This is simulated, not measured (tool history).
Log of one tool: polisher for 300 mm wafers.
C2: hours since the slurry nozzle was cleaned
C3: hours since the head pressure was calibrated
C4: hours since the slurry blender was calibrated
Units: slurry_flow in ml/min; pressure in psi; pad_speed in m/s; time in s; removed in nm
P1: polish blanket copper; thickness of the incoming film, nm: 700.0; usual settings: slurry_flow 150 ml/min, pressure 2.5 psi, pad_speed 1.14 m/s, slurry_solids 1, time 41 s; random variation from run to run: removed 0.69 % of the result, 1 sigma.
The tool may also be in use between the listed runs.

Run 1, day 0.429: slurry_flow 150 ml/min, pressure 2.5 psi, pad_speed 1.14 m/s, slurry_solids 1, time 41 s; wafers polished on this pad 354; C2 339.4; C3 450.5; C4 83.8. Result: removed 130.93 nm.
Run 2, day 0.662: slurry_flow 150 ml/min, pressure 2.5 psi, pad_speed 1.14 m/s, slurry_solids 1, time 41 s; wafers polished on this pad 448; C2 345; C3 456.1; C4 89.4. Result: removed 131.51 nm.
Run 3, day 0.888: slurry_flow 150 ml/min, pressure 2.5 psi, pad_speed 1.14 m/s, slurry_solids 1, time 41 s; wafers polished on this pad 538; C2 350.4; C3 461.5; C4 94.8. Result: removed 131.38 nm.
Run 4, day 1.108: slurry_flow 110 ml/min, pressure 2.5 psi, pad_speed 1.14 m/s, slurry_solids 1, time 41 s; wafers polished on this pad 628; C2 355.7; C3 466.8; C4 100.1. Result: removed 122.81 nm.
Run 5, day 1.362: slurry_flow 150 ml/min, pressure 3.2 psi, pad_speed 1.52 m/s, slurry_solids 1, time 41 s; wafers polished on this pad 730; C2 361.8; C3 472.9; C4 106.2. Result: removed 223.18 nm.
Run 6, day 1.621: slurry_flow 225 ml/min, pressure 2.5 psi, pad_speed 1.14 m/s, slurry_solids 1, time 41 s; wafers polished on this pad 834; C2 368; C3 479.1; C4 112.4. Result: removed 138.88 nm.
Run 7, day 1.979: slurry_flow 150 ml/min, pressure 2.5 psi, pad_speed 1.14 m/s, slurry_solids 1, time 41 s; wafers polished on this pad 979; C2 376.6; C3 487.7; C4 121. Result: removed 129.91 nm.
Run 8, day 2.296: slurry_flow 150 ml/min, pressure 2.5 psi, pad_speed 1.14 m/s, slurry_solids 0.5, time 41 s; wafers polished on this pad 1107; C2 384.2; C3 495.3; C4 128.6. Result: removed 114.05 nm.
Run 9, day 2.558: slurry_flow 150 ml/min, pressure 2.5 psi, pad_speed 1.74 m/s, slurry_solids 1, time 41 s; wafers polished on this pad 1213; C2 390.5; C3 501.6; C4 134.9. Result: removed 199.63 nm.
Run 10, day 2.775: slurry_flow 150 ml/min, pressure 2.5 psi, pad_speed 1.14 m/s, slurry_solids 1, time 19 s; wafers polished on this pad 1300; C2 395.7; C3 506.8; C4 140.1. Result: removed 60.676 nm.
Run 11, day 3.121: slurry_flow 150 ml/min, pressure 2.5 psi, pad_speed 1.14 m/s, slurry_solids 1.4, time 41 s; wafers polished on this pad 1440; C2 404; C3 515.1; C4 148.4. Result: removed 141.31 nm.
Run 12, day 3.542: slurry_flow 150 ml/min, pressure 2.5 psi, pad_speed 1.14 m/s, slurry_solids 1, time 63 s; wafers polished on this pad 1610; C2 414.1; C3 525.2; C4 158.5. Result: removed 200.45 nm.
At day 3.642: slurry blender recalibrated.
Run 13, day 3.992: slurry_flow 150 ml/min, pressure 3.5 psi, pad_speed 1.14 m/s, slurry_solids 1, time 41 s; wafers polished on this pad 1791; C2 424.9; C3 536; C4 8.4. Result: removed 182.52 nm.
Run 14, day 4.317: slurry_flow 150 ml/min, pressure 2.5 psi, pad_speed 1.14 m/s, slurry_solids 1, time 41 s; wafers polished on this pad 1923; C2 432.7; C3 543.8; C4 16.2. Result: removed 129.82 nm.
Run 15, day 4.708: slurry_flow 150 ml/min, pressure 1.1 psi, pad_speed 1.14 m/s, slurry_solids 1, time 41 s; wafers polished on this pad 2081; C2 442.1; C3 553.2; C4 25.6. Result: removed 57.963 nm.
Run 16, day 5.079: slurry_flow 150 ml/min, pressure 2.5 psi, pad_speed 0.56 m/s, slurry_solids 1, time 41 s; wafers polished on this pad 2230; C2 451; C3 562.1; C4 34.5. Result: removed 63.103 nm.
Run 17, day 5.433: slurry_flow 150 ml/min, pressure 2.5 psi, pad_speed 1.14 m/s, slurry_solids 1, time 41 s; wafers polished on this pad 2373; C2 459.5; C3 570.6; C4 43. Result: removed 129.59 nm.
Run 18, day 5.771: slurry_flow 150 ml/min, pressure 2.5 psi, pad_speed 1.14 m/s, slurry_solids 1, time 41 s; wafers polished on this pad 2510; C2 467.6; C3 578.7; C4 51.1. Result: removed 129.37 nm.
Run 19, day 5.975: slurry_flow 150 ml/min, pressure 2.5 psi, pad_speed 1.14 m/s, slurry_solids 1, time 41 s; wafers polished on this pad 2592; C2 472.5; C3 583.6; C4 56. Result: removed 127.65 nm.
Run 20, day 6.4: slurry_flow 150 ml/min, pressure 2.5 psi, pad_speed 1.14 m/s, slurry_solids 1, time 41 s; wafers polished on this pad 2763; C2 482.7; C3 593.8; C4 66.2. Result: removed 125.05 nm.
Run 21, day 6.646: slurry_flow 150 ml/min, pressure 2.5 psi, pad_speed 1.14 m/s, slurry_solids 1, time 41 s; wafers polished on this pad 2863; C2 488.6; C3 599.7; C4 72.1. Result: removed 123.54 nm.
Run 22, day 7.046: slurry_flow 150 ml/min, pressure 2.5 psi, pad_speed 1.14 m/s, slurry_solids 1, time 41 s; wafers polished on this pad 3024; C2 498.2; C3 609.3; C4 81.7. Result: removed 123.13 nm.
Run 23, day 7.279: slurry_flow 150 ml/min, pressure 2.5 psi, pad_speed 1.14 m/s, slurry_solids 1, time 41 s; wafers polished on this pad 3118; C2 503.8; C3 614.9; C4 87.3. Result: removed 122.69 nm.
At day 7.504: head pressure recalibrated.
Run 24, day 7.538: slurry_flow 150 ml/min, pressure 2.5 psi, pad_speed 1.14 m/s, slurry_solids 1, time 41 s; wafers polished on this pad 3223; C2 510; C3 0.8; C4 93.5. Result: removed 122.18 nm.
At day 7.546: slurry blender recalibrated.
Run 25, day 7.854: slurry_flow 150 ml/min, pressure 2.5 psi, pad_speed 1.14 m/s, slurry_solids 1, time 41 s; wafers polished on this pad 3350; C2 517.6; C3 8.4; C4 7.5. Result: removed 121.71 nm.

The next listed run, before its measurement:
Run 26, day 8.058: slurry_flow 150 ml/min, pressure 2.5 psi, pad_speed 1.14 m/s, slurry_solids 1, time 41 s; wafers polished on this pad 3433; C2 522.5; C3 13.3; C4 12.4. Result: removed ?.

{"run 26": {"removed": 120.54}}
